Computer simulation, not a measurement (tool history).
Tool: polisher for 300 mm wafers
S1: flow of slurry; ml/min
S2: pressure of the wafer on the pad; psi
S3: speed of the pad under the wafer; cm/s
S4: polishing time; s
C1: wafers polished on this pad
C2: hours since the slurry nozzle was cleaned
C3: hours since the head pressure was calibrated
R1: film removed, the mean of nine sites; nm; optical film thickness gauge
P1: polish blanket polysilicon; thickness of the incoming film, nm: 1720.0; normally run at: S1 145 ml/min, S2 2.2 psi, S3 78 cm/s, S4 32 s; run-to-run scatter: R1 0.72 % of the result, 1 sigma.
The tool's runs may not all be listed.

run 1 day=0.129 | S1=145 S2=2.2 S3=78 S4=32 | C1=290 C2=183.2 C3=223.6 | R1=136.960
run 2 day=0.288 | S1=145 S2=2.2 S3=78 S4=32 | C1=340 C2=187.0 C3=227.4 | R1=135.810
run 3 day=0.479 | S1=145 S2=2.2 S3=78 S4=32 | C1=401 C2=191.6 C3=232.0 | R1=136.120
run 4 day=0.588 | S1=145 S2=2.2 S3=78 S4=32 | C1=435 C2=194.2 C3=234.6 | R1=136.040
run 5 day=0.683 | S1=145 S2=3.0 S3=78 S4=32 | C1=466 C2=196.5 C3=236.9 | R1=185.820
-- day=0.729 head pressure recalibrated
run 6 day=0.779 | S1=145 S2=2.2 S3=78 S4=50 | C1=496 C2=198.8 C3=1.3 | R1=211.840
run 7 day=0.946 | S1=200 S2=2.2 S3=78 S4=32 | C1=549 C2=202.8 C3=5.3 | R1=143.580
run 8 day=1.058 | S1=145 S2=2.2 S3=52 S4=32 | C1=585 C2=205.5 C3=8.0 | R1=90.487
run 9 day=1.179 | S1=145 S2=2.2 S3=78 S4=19 | C1=624 C2=208.4 C3=10.9 | R1=80.177
run 10 day=1.383 | S1=85 S2=2.2 S3=78 S4=32 | C1=689 C2=213.3 C3=15.8 | R1=120.110
run 11 day=1.542 | S1=205 S2=3.0 S3=78 S4=32 | C1=739 C2=217.1 C3=19.6 | R1=194.520
run 12 day=1.671 | S1=145 S2=1.3 S3=78 S4=32 | C1=780 C2=220.2 C3=22.7 | R1=80.878
run 13 day=1.833 | S1=145 S2=2.2 S3=114 S4=32 | C1=832 C2=224.1 C3=26.6 | R1=198.520
run 14 day=1.925 | S1=145 S2=2.2 S3=78 S4=32 | C1=861 C2=226.3 C3=28.8 | R1=136.780
run 15 day=2.050 | S1=145 S2=2.2 S3=78 S4=32 | C1=901 C2=229.3 C3=31.8 | R1=137.010
run 16 day=2.208 | S1=145 S2=2.2 S3=78 S4=32 | C1=951 C2=233.1 C3=35.6 | R1=136.800
run 17 day=2.383 | S1=145 S2=2.2 S3=78 S4=32 | C1=1007 C2=237.3 C3=39.8 | R1=133.230
run 18 day=2.508 | S1=145 S2=2.2 S3=78 S4=32 | C1=1047 C2=240.3 C3=42.8 | R1=129.400
run 19 day=2.642 | S1=145 S2=2.2 S3=78 S4=32 | C1=1089 C2=243.5 C3=46.0 | R1=129.600
run 20 day=2.775 | S1=145 S2=2.2 S3=78 S4=32 | C1=1132 C2=246.7 C3=49.2 | R1=126.760
run 21 day=2.896 | S1=145 S2=2.2 S3=78 S4=32 | C1=1170 C2=249.6 C3=52.1 | R1=129.580
-- day=3.033 worn pad replaced by a new one
run 22 day=3.088 | S1=145 S2=2.2 S3=78 S4=32 | C1=18 C2=254.2 C3=56.7 | R1=125.270
run 23 day=3.183 | S1=145 S2=2.2 S3=78 S4=32 | C1=49 C2=256.5 C3=59.0 | R1=124.680
run 24 day=3.350 | S1=145 S2=2.2 S3=78 S4=32 | C1=102 C2=260.5 C3=63.0 | R1=126.020
run 25 day=3.529 | S1=145 S2=2.2 S3=78 S4=32 | C1=159 C2=264.8 C3=67.3 | R1=125.830

Forecast run 26:
run 26 day=3.696 | S1=145 S2=2.2 S3=78 S4=32 | C1=212 C2=268.8 C3=71.3 | R1=?

{"run 26": {"R1": 124.59}}
